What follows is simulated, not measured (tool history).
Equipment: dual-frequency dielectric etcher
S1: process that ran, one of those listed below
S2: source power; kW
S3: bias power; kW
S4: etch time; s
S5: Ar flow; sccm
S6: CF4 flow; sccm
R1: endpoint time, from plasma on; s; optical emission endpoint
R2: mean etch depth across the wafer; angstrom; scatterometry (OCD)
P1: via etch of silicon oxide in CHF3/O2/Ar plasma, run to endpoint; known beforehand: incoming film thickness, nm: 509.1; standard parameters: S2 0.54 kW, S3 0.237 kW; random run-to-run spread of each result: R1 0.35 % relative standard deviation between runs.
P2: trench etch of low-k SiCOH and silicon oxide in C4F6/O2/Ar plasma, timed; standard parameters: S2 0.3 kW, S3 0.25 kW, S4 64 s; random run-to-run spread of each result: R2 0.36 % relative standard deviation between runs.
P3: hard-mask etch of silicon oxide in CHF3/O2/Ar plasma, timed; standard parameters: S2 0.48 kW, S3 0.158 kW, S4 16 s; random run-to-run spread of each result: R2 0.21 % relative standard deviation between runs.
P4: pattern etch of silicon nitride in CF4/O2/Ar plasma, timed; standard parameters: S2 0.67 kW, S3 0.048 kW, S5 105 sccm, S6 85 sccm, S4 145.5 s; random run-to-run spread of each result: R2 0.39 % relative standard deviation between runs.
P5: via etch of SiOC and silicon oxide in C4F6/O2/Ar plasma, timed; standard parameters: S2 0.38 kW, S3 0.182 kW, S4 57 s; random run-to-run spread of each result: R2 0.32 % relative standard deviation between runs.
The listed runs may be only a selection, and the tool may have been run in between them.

run	day	S1	S2	S3	S4	S5	S6	R1	R2
1	0.371	P1	0.54	0.237				244.25	
2	0.742	P1	0.54	0.237				242.92	
3	0.975	P1	0.33	0.287				270.51	
4	1.342	P1	0.54	0.237				241.98	
5	1.679	P5	0.38	0.182	81				865.32
6	1.879	P4	0.67	0.058	145.5	105	85		3718.7
7	2.117	P2	0.37	0.25	64				2197.4
8	2.288	P4	0.67	0.048	145.5	105	85		3470.1
# day 2.342: source power generator calibrated
9	2.5	P2	0.3	0.25	64				2034.1
10	2.692	P4	0.67	0.048	145.5	105	120		3611.5
11	3.046	P1	0.54	0.237				242.05	
12	3.404	P3	0.48	0.215	16				318.36
13	3.717	P3	0.48	0.158	16				286.36
14	4.012	P1	0.54	0.237				242.93	
15	4.212	P4	0.67	0.048	145.5	131	85		3347.3
16	4.575	P5	0.38	0.218	57				646.17
17	4.867	P2	0.3	0.25	79.5				2534.9
18	5.083	P4	0.67	0.048	198	105	85		4707.2
19	5.338	P3	0.48	0.158	16				286.06
20	5.562	P3	0.66	0.158	16				322.78
21	5.746	P5	0.38	0.182	57				610.41
22	6.004	P1	0.54	0.145				285.37	
23	6.225	P1	0.34	0.237				287.34	
24	6.517	P2	0.3	0.25	64				2031.1
25	6.808	P4	0.49	0.048	145.5	105	85		2627.1
26	7.058	P1	0.68	0.237				222.43	
27	7.338	P3	0.48	0.158	22.5				400.91
28	7.642	P1	0.54	0.283				228.02	
29	7.892	P4	0.67	0.048	145.5	105	85		3459.6
30	8.108	P5	0.38	0.182	57				609.02
31	8.379	P2	0.3	0.324	64				2237
32	8.662	P1	0.54	0.237				242.94	
33	9.008	P5	0.24	0.182	57				511.04
34	9.333	P1	0.54	0.237				241.34	
35	9.525	P1	0.54	0.237				243.35	
36	9.825	P1	0.54	0.237				244.69	
37	10.2	P1	0.54	0.237				246.12	
38	10.438	P1	0.54	0.237				245.07	
39	10.767	P1	0.54	0.237				246.08	
# day 10.775: wet clean of the chamber
40	11.1	P1	0.54	0.237				246.75	
41	11.496	P1	0.54	0.237				246.79	
42	11.85	P1	0.54	0.237				247.06	
43	12.129	P1	0.54	0.237				247.98	
44	12.325	P1	0.54	0.237				246.39	
45	12.533	P1	0.54	0.237				246.01	

The output of P1 has drifted from where it used to be. Each of the 2 causes below, taken at the size shown beside it, accounts for the log equally well:
A: source power that arrives under what is set, % = 4.51
B: bias power that arrives under what is set, % = 4.77
The onset of the drift is placed at about day 9.333.
Other possible causes, and why each is ruled out:
chamber walls in a state that lowers the etch rate, %: serviced at day 10.775, after the drift had started, without restoring the earlier output

You are offered 4 check runs, listed below with question marks in place of their results; each one averages 2 wafers. Which run separates the listed causes by giving clearly different results for each?
check 1	12.742	P5	0.26	0.182	57				?
check 2	12.742	P4	0.67	0.048	176.5	105	107		?
check 3	12.742	P3	0.66	0.158	16				?
check 4	12.742	P2	0.35	0.304	64				?

Expected result of each check under each candidate cause:
check	result	if A	if B
check 1	R2	517.08	517.87
check 2	R2	4142.6	4238.1
check 3	R2	317.53	318.17
check 4	R2	2270.4	2271
How far apart the two closest causes lie, in the result that separates them most: check 1 0.15 %; check 2 2.28 %; check 3 0.2 %; check 4 0.02 %
Only in check 2 would the causes give clearly different results; in the remaining checks their results would be nearly the same.

Running check 2 produced the following: R2 4259.6 angstrom. Which one of the listed causes fits?

It was cause B: bias power that arrives under what is set, %.
